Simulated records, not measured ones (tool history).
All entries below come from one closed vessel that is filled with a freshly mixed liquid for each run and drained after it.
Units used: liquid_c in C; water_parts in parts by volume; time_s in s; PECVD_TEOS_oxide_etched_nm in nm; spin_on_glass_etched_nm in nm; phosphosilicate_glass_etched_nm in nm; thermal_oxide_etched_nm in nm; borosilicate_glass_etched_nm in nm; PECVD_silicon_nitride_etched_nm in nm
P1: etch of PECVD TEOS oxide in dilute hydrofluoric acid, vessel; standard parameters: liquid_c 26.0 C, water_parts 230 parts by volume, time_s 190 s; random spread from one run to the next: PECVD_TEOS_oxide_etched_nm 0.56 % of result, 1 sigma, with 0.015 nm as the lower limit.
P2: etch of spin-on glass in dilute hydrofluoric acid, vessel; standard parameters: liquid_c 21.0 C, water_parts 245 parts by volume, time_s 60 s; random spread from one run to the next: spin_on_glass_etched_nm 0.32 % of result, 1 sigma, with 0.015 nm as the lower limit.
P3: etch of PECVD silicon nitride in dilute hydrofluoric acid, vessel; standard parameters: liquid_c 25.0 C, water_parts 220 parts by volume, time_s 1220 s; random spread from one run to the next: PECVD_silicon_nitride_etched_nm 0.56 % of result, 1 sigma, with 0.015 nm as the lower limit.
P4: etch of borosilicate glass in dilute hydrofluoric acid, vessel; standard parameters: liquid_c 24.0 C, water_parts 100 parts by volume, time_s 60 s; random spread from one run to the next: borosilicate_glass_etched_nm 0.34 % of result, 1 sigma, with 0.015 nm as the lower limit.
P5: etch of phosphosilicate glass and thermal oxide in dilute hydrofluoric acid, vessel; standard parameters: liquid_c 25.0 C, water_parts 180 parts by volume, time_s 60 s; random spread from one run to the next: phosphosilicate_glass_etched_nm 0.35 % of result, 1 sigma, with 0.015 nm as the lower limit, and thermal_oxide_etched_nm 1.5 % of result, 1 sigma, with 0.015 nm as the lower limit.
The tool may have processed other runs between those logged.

run,hour,process,liquid_c,water_parts,time_s,hours since the thermometer was replaced,hours since the hydrofluoric acid flow meter was replaced,PECVD_TEOS_oxide_etched_nm,spin_on_glass_etched_nm,phosphosilicate_glass_etched_nm,thermal_oxide_etched_nm,borosilicate_glass_etched_nm,PECVD_silicon_nitride_etched_nm
1,11.9,P1,26.0,230,190,1211.1,1091.5,9.7219,,,,,
2,18.6,P2,17.0,245,60,1217.8,1098.2,,6.6957,,,,
3,32.4,P5,25.0,180,60,1231.6,1112.0,,,22.441,1.51820,,
4,43.1,P4,24.0,100,30,1242.3,1122.7,,,,,15.357,
5,49.8,P1,26.0,230,190,1249.0,1129.4,9.7641,,,,,
6,57.1,P1,26.0,230,355,1256.3,1136.7,18.0570,,,,,
7,70.6,P4,32.0,100,60,1269.8,1150.2,,,,,41.884,
8,83.6,P3,25.0,220,1220,1282.8,1163.2,,,,,,13.559
9,92.1,P5,25.0,180,60,1291.3,1171.7,,,22.423,1.53560,,
10,99.8,P5,29.0,180,60,1299.0,1179.4,,,26.009,1.79530,,
11,109.7,P1,26.0,100,190,1308.9,1189.3,25.9630,,,,,
12,121.6,P1,26.0,410,190,1320.8,1201.2,4.5336,,,,,
13,131.5,P3,32.5,220,1220,1330.7,1211.1,,,,,,21.352
14,145.0,P2,21.0,245,30,1344.2,1224.6,,3.9104,,,,
15,159.2,P1,21.5,230,190,1358.4,1238.8,8.2262,,,,,
16,169.2,P1,32.0,90,190,1368.4,1248.8,36.7330,,,,,
17,178.9,P4,24.0,100,60,1378.1,1258.5,,,,,30.532,
18,189.8,P1,33.0,230,190,1389.0,1269.4,12.3470,,,,,
19,198.7,P2,21.0,245,60,1397.9,1278.3,,7.7727,,,,
20,205.1,P3,25.0,115,1220,1404.3,1284.7,,,,,,25.800
21,218.6,P1,22.0,230,50,1417.8,1298.2,2.1829,,,,,
22,228.7,P5,25.0,180,100,1427.9,1308.3,,,37.251,2.59560,,
23,239.5,P3,25.0,220,2425,1438.7,1319.1,,,,,,26.960
24,250.1,P2,21.0,380,60,1449.3,1329.7,,4.4712,,,,
25,263.2,P4,24.0,170,60,1462.4,1342.8,,,,,16.686,
26,271.7,P5,25.0,315,60,1470.9,1351.3,,,11.087,0.74327,,

What does the tool deliver on the next run?
27,285.9,P1,26.0,230,190,1485.1,1365.5,?,,,,,

PECVD_TEOS_oxide_etched_nm: 9.7520 nm
